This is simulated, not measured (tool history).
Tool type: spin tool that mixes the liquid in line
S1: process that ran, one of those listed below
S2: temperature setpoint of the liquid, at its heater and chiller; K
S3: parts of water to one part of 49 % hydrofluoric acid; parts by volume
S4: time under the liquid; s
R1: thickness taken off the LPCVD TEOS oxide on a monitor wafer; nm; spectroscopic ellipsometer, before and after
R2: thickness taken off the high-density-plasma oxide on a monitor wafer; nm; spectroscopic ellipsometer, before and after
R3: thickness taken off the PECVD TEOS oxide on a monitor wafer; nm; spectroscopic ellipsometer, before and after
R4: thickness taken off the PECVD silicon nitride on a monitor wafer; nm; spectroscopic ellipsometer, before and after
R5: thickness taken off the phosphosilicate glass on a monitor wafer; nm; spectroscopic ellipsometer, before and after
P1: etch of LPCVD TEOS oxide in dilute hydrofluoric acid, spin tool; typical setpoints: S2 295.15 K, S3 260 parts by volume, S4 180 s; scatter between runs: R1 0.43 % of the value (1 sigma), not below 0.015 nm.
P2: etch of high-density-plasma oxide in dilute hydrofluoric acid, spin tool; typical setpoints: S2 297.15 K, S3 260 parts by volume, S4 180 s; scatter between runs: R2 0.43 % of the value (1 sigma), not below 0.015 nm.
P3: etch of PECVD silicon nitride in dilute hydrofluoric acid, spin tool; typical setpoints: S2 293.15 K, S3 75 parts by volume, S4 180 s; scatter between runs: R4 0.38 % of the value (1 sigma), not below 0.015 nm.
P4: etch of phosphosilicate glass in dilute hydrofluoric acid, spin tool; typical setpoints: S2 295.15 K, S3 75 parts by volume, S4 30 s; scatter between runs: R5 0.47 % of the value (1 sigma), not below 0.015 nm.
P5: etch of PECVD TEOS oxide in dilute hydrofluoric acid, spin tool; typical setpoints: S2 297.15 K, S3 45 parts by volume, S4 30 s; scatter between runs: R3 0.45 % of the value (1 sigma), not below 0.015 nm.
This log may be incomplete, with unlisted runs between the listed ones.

run   hour  S1      S2   S3   S4       R1       R2      R3       R4       R5
  1    4.0  P1  295.15  260  180  19.0380
  2    8.0  P2  304.65  260  180            6.2090
  3   15.2  P1  295.15  435  180   9.7367
  4   22.8  P1  295.15   75   90  40.3820
  5   31.7  P5  297.15   20   30                    36.152
  6   37.3  P3  293.15   20  180                            21.4900
  7   43.6  P3  293.15   75  355                            11.7870
  8   52.2  P2  297.15  260  180            4.8404
  9   60.5  P1  295.15  260  180  19.1730
 10   68.2  P2  297.15  260  180            4.7895
 11   72.2  P4  300.65   75   30                                      63.816
 12   77.0  P1  290.15  260  180  15.8030
 13   86.0  P1  295.15  175   90  15.3260
 14   93.6  P5  297.15   45   30                    15.442
 15  100.6  P1  295.15  260  180  18.9150
 16  105.5  P4  295.15   25   30                                     162.340
 17  111.5  P1  295.15  260  180  19.0220
 18  119.8  P5  304.65   45   30                    21.048
 19  127.8  P5  297.15   45   15                     7.676
 20  136.2  P2  297.15  260   45            1.2091
 21  144.7  P4  295.15   75   50                                      85.639
 22  150.4  P1  295.15  100  180  58.5110
 23  159.5  P1  295.15  260   90   9.5179
 24  165.5  P1  295.15  260  325  34.6040
 25  169.6  P3  297.65   75  180                             8.0779
     172.4  -- hydrofluoric acid flow meter replaced
 26  176.7  P4  295.15   75   30                                      51.014
 27  183.2  P1  302.15  400  180  13.5660
 28  187.5  P5  297.15   45   30                    15.359
 29  191.5  P1  295.15  260  180  18.9970
 30  198.7  P4  295.15   75   30                                      51.495
 31  207.2  P1  300.65  260  180  23.2170
 32  213.1  P3  293.15   75  180                             5.9995
 33  219.0  P3  293.15   75  180                             6.0258
 34  227.7  P2  297.15  115  180           12.6420
 35  234.5  P1  295.15  260  180  19.0530
 36  242.6  P1  295.15  260  180  18.9030
 37  247.2  P1  295.15  260  180  18.3480
 38  252.1  P1  295.15  260  180  18.4130
 39  259.8  P1  295.15  260  180  18.3340
 40  267.1  P1  295.15  260  180  18.1640
 41  274.2  P1  295.15  260  180  18.1720
 42  282.2  P1  295.15  260  180  18.0400
 43  288.0  P1  295.15  260  180  18.2580
 44  296.9  P1  295.15  260  180  18.0000
 45  306.0  P1  295.15  260  180  18.0470
 46  311.4  P1  295.15  260  180  17.9870

Something has made what P1 gives creep away from where it was; the 2 causes below, each at its own stated size, fit the log equally well:
A: hydrofluoric acid flow below the setpoint (%) = 4.07
B: liquid colder than its thermometer reads (K) = 1.42
The gradual shift began around hour 234.5.

Listed below are the offered check runs, one wafer per run, with question marks in place of results. For which of them would the causes give clearly different outcomes?
check 1  316.8  P3  293.15   40  350               ?
check 2  316.8  P4  300.65   75   45                   ?
check 3  316.8  P2  304.65  260  180       ?
check 4  316.8  P5  304.65   45   30           ?

What every check run would give for each of its results, assuming each possible cause in turn:
  check  result     if A     if B
check 1      R4  20.6400  19.4530
check 2      R5   91.510   90.596
check 3      R2   5.8600   5.9068
check 4      R3   19.948   19.730
Smallest distance between any two causes, each pair judged by its most separating result, in per cent: check 1 5.93 %; check 2 1 %; check 3 0.8 %; check 4 1.1 %
Check 1 is the one run that separates the causes; every other check would come out nearly the same whichever cause is at work.

Then check 1 was run and gave: R4 20.7100 nm. Which cause is it?

The cause is A: hydrofluoric acid flow below the setpoint (%).
